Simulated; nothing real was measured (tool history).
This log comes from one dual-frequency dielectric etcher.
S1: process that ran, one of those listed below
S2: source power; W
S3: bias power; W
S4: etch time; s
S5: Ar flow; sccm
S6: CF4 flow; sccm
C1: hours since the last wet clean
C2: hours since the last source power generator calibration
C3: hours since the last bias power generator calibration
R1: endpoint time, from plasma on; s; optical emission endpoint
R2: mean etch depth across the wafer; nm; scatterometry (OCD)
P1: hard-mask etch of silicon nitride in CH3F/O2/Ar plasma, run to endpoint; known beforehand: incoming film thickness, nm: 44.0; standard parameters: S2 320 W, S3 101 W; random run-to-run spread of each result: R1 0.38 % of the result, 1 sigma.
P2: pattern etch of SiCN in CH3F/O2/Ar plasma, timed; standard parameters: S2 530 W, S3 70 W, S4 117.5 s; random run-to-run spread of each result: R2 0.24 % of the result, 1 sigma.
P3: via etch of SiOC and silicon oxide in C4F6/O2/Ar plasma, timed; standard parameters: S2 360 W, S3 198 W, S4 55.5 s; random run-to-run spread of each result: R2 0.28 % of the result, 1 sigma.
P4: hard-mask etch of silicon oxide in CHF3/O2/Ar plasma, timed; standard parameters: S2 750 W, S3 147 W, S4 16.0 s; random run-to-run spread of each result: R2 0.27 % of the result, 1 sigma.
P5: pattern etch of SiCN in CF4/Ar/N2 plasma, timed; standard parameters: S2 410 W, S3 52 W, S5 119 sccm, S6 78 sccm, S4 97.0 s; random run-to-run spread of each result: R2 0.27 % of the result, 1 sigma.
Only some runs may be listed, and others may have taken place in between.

Run 1, hour 5.8: S1 P1, S2 320 W, S3 101 W; C1 246.7; C2 1003.8; C3 1728.7. Result: R1 58.639 s.
Run 2, hour 16.4: S1 P1, S2 320 W, S3 65 W; C1 257.3; C2 1014.4; C3 1739.3. Result: R1 69.161 s.
Run 3, hour 23.2: S1 P2, S2 530 W, S3 70 W, S4 66.5 s; C1 264.1; C2 1021.2; C3 1746.1. Result: R2 26.579 nm.
Run 4, hour 28.8: S1 P1, S2 400 W, S3 74 W; C1 269.7; C2 1026.8; C3 1751.7. Result: R1 60.938 s.
Run 5, hour 34.4: S1 P2, S2 530 W, S3 70 W, S4 117.5 s; C1 275.3; C2 1032.4; C3 1757.3. Result: R2 47.029 nm.
Run 6, hour 42.3: S1 P5, S2 410 W, S3 52 W, S4 97.0 s, S5 119 sccm, S6 78 sccm; C1 283.2; C2 1040.3; C3 1765.2. Result: R2 67.667 nm.
Run 7, hour 50.2: S1 P3, S2 500 W, S3 198 W, S4 55.5 s; C1 291.1; C2 1048.2; C3 1773.1. Result: R2 69.820 nm.
Run 8, hour 56.8: S1 P1, S2 320 W, S3 101 W; C1 297.7; C2 1054.8; C3 1779.7. Result: R1 58.923 s.
Run 9, hour 68.3: S1 P1, S2 420 W, S3 101 W; C1 309.2; C2 1066.3; C3 1791.2. Result: R1 53.388 s.
Run 10, hour 77.2: S1 P1, S2 250 W, S3 101 W; C1 318.1; C2 1075.2; C3 1800.1. Result: R1 64.811 s.
Run 11, hour 84.5: S1 P3, S2 360 W, S3 198 W, S4 76.0 s; C1 325.4; C2 1082.5; C3 1807.4. Result: R2 83.835 nm.
Run 12, hour 91.2: S1 P4, S2 750 W, S3 147 W, S4 16.0 s; C1 332.1; C2 1089.2; C3 1814.1. Result: R2 31.197 nm.
Run 13, hour 96.9: S1 P3, S2 360 W, S3 265 W, S4 55.5 s; C1 337.8; C2 1094.9; C3 1819.8. Result: R2 67.481 nm.
Run 14, hour 108.4: S1 P5, S2 290 W, S3 52 W, S4 97.0 s, S5 119 sccm, S6 78 sccm; C1 349.3; C2 1106.4; C3 1831.3. Result: R2 49.824 nm.
Run 15, hour 115.7: S1 P1, S2 320 W, S3 101 W; C1 356.6; C2 1113.7; C3 1838.6. Result: R1 58.623 s.
Run 16, hour 124.9: S1 P5, S2 410 W, S3 52 W, S4 131.0 s, S5 119 sccm, S6 78 sccm; C1 365.8; C2 1122.9; C3 1847.8. Result: R2 91.393 nm.
Run 17, hour 132.7: S1 P1, S2 320 W, S3 101 W; C1 373.6; C2 1130.7; C3 1855.6. Result: R1 58.714 s.
Run 18, hour 139.4: S1 P2, S2 730 W, S3 70 W, S4 117.5 s; C1 380.3; C2 1137.4; C3 1862.3. Result: R2 52.821 nm.
Run 19, hour 149.3: S1 P5, S2 410 W, S3 52 W, S4 97.0 s, S5 163 sccm, S6 78 sccm; C1 390.2; C2 1147.3; C3 1872.2. Result: R2 63.886 nm.
Run 20, hour 157.8: S1 P1, S2 320 W, S3 101 W; C1 398.7; C2 1155.8; C3 1880.7. Result: R1 58.850 s.
Run 21, hour 164.5: S1 P1, S2 320 W, S3 101 W; C1 405.4; C2 1162.5; C3 1887.4. Result: R1 59.087 s.
Run 22, hour 171.8: S1 P4, S2 750 W, S3 108 W, S4 16.0 s; C1 412.7; C2 1169.8; C3 1894.7. Result: R2 28.228 nm.
Run 23, hour 182.8: S1 P1, S2 320 W, S3 101 W; C1 423.7; C2 1180.8; C3 1905.7. Result: R1 58.434 s.
Run 24, hour 191.2: S1 P5, S2 410 W, S3 52 W, S4 97.0 s, S5 119 sccm, S6 78 sccm; C1 432.1; C2 1189.2; C3 1914.1. Result: R2 67.669 nm.
Run 25, hour 203.1: S1 P2, S2 530 W, S3 56 W, S4 117.5 s; C1 444.0; C2 1201.1; C3 1926.0. Result: R2 43.560 nm.
Run 26, hour 210.2: S1 P4, S2 1040 W, S3 147 W, S4 16.0 s; C1 451.1; C2 1208.2; C3 1933.1. Result: R2 35.129 nm.
Run 27, hour 220.6: S1 P1, S2 320 W, S3 130 W; C1 461.5; C2 1218.6; C3 1943.5. Result: R1 53.624 s.
Run 28, hour 226.0: S1 P3, S2 360 W, S3 198 W, S4 55.5 s; C1 466.9; C2 1224.0; C3 1948.9. Result: R2 61.632 nm.
Run 29, hour 238.0: S1 P5, S2 410 W, S3 52 W, S4 97.0 s, S5 119 sccm, S6 46 sccm; C1 478.9; C2 1236.0; C3 1960.9. Result: R2 61.666 nm.
Run 30, hour 249.3: S1 P4, S2 750 W, S3 147 W, S4 23.5 s; C1 490.2; C2 1247.3; C3 1972.2. Result: R2 45.751 nm.
Run 31, hour 255.2: S1 P5, S2 410 W, S3 38 W, S4 97.0 s, S5 119 sccm, S6 78 sccm; C1 496.1; C2 1253.2; C3 1978.1. Result: R2 61.577 nm.
Run 32, hour 262.0: S1 P1, S2 320 W, S3 101 W; C1 502.9; C2 1260.0; C3 1984.9. Result: R1 59.010 s.
Run 33, hour 271.9: S1 P1, S2 320 W, S3 101 W; C1 512.8; C2 1269.9; C3 1994.8. Result: R1 59.737 s.
Run 34, hour 281.6: S1 P1, S2 320 W, S3 101 W; C1 522.5; C2 1279.6; C3 2004.5. Result: R1 59.689 s.
At hour 290.0: wet clean of the chamber.
Run 35, hour 291.6: S1 P1, S2 320 W, S3 101 W; C1 1.7; C2 1289.6; C3 2014.5. Result: R1 59.645 s.
Run 36, hour 302.1: S1 P1, S2 320 W, S3 101 W; C1 12.2; C2 1300.1; C3 2025.0. Result: R1 59.854 s.
Run 37, hour 307.4: S1 P1, S2 320 W, S3 101 W; C1 17.5; C2 1305.4; C3 2030.3. Result: R1 60.474 s.
Run 38, hour 316.7: S1 P1, S2 320 W, S3 101 W; C1 26.8; C2 1314.7; C3 2039.6. Result: R1 60.145 s.
Run 39, hour 324.5: S1 P1, S2 320 W, S3 101 W; C1 34.6; C2 1322.5; C3 2047.4. Result: R1 60.262 s.
Run 40, hour 331.4: S1 P1, S2 320 W, S3 101 W; C1 41.5; C2 1329.4; C3 2054.3. Result: R1 59.771 s.
Run 41, hour 338.2: S1 P1, S2 320 W, S3 101 W; C1 48.3; C2 1336.2; C3 2061.1. Result: R1 60.136 s.

The log shows P1 creeping away from where it was. Any of the 2 causes listed here, at the size stated for it, fits the log just as well as the others:
A: bias power that arrives under what is set, % = 4.94
B: source power that arrives under what is set, % = 4.95
Creep in the process output first set in at about hour 262.0.
Each remaining cause and why it is not a fit:
chamber walls in a state that lowers the etch rate, %: its service at hour 290.0 followed the start of the drift and did not put the process back to its old value

The check runs listed below each take one wafer, and their results are still question marks. Under which run would the listed causes lead to clearly different results?
Run check 1, hour 345.0: S1 P2, S2 700 W, S3 70 W, S4 117.5 s. Result: R2 ?.
Run check 2, hour 345.0: S1 P3, S2 500 W, S3 260 W, S4 55.5 s. Result: R2 ?.
Run check 3, hour 345.0: S1 P5, S2 410 W, S3 52 W, S4 118.5 s, S5 119 sccm, S6 66 sccm. Result: R2 ?.
Run check 4, hour 345.0: S1 P4, S2 860 W, S3 147 W, S4 22.0 s. Result: R2 ?.

What every check run would give for each of its results, assuming each possible cause in turn:
  check  result    if A    if B
check 1      R2  51.357  51.231
check 2      R2  74.982  74.821
check 3      R2  79.265  77.101
check 4      R2  44.336  44.157
Per check, the gap between the least separated pair of causes, taken in the result that splits them most: check 1 0.25 %; check 2 0.21 %; check 3 2.77 %; check 4 0.4 %
Check 3 distinguishes between the causes, while the remaining checks would return nearly the same result for all of them.

The results of check 3 are: R2 79.231 nm. Based on these, which of the listed causes is it?

The cause is A: bias power that arrives under what is set, %.
